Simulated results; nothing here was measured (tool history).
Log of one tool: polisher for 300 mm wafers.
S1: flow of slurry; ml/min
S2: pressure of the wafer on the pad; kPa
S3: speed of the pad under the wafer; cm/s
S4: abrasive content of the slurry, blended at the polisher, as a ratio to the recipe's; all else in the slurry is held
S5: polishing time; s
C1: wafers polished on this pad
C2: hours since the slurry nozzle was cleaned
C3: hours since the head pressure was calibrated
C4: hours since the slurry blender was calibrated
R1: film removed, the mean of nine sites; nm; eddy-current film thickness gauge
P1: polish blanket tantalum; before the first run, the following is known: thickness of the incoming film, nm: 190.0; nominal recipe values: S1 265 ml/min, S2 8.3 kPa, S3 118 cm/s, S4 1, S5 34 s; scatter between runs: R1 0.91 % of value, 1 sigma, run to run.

| run | hour | S1 | S2 | S3 | S4 | S5 | C1 | C2 | C3 | C4 | R1 |
|---|---|---|---|---|---|---|---|---|---|---|---|
| 1 | 5.7 | 265 | 8.3 | 118 | 1 | 34 | 278 | 181.5 | 136.7 | 109.3 | 38.829 |
| 2 | 10.6 | 265 | 8.3 | 118 | 1 | 34 | 328 | 186.4 | 141.6 | 114.2 | 38.238 |
| 3 | 14.2 | 265 | 8.3 | 118 | 1 | 34 | 366 | 190 | 145.2 | 117.8 | 39.247 |
| 4 | 21.5 | 265 | 8.3 | 118 | 1 | 20 | 441 | 197.3 | 152.5 | 125.1 | 23.12 |
| 5 | 27.9 | 175 | 8.3 | 118 | 1 | 34 | 507 | 203.7 | 158.9 | 131.5 | 36.347 |
| 6 | 35.7 | 265 | 8.3 | 118 | 1.35 | 34 | 588 | 211.5 | 166.7 | 139.3 | 41.357 |
| 7 | 42.9 | 265 | 11 | 118 | 1 | 34 | 663 | 218.7 | 173.9 | 146.5 | 51.606 |
| 8 | 50 | 185 | 8.3 | 154 | 1 | 34 | 736 | 225.8 | 181 | 153.6 | 47.799 |
| 9 | 58.3 | 265 | 10.3 | 174 | 1 | 34 | 822 | 234.1 | 189.3 | 161.9 | 70.356 |
| 10 | 65.9 | 265 | 8.3 | 118 | 1 | 50 | 901 | 241.7 | 196.9 | 169.5 | 55.869 |
|  | 70.4 | slurry nozzle cleaned |
| 11 | 73.8 | 265 | 8.3 | 118 | 0.6 | 34 | 983 | 3.4 | 204.8 | 177.4 | 32.317 |
| 12 | 79 | 180 | 8.3 | 158 | 1 | 34 | 1036 | 8.6 | 210 | 182.6 | 49.049 |

Estimate the outcome of run 13 from the log above:
| 13 | 84.5 | 265 | 8.3 | 118 | 1 | 34 | 1093 | 14.1 | 215.5 | 188.1 | ? |

R1: 38.021 nm
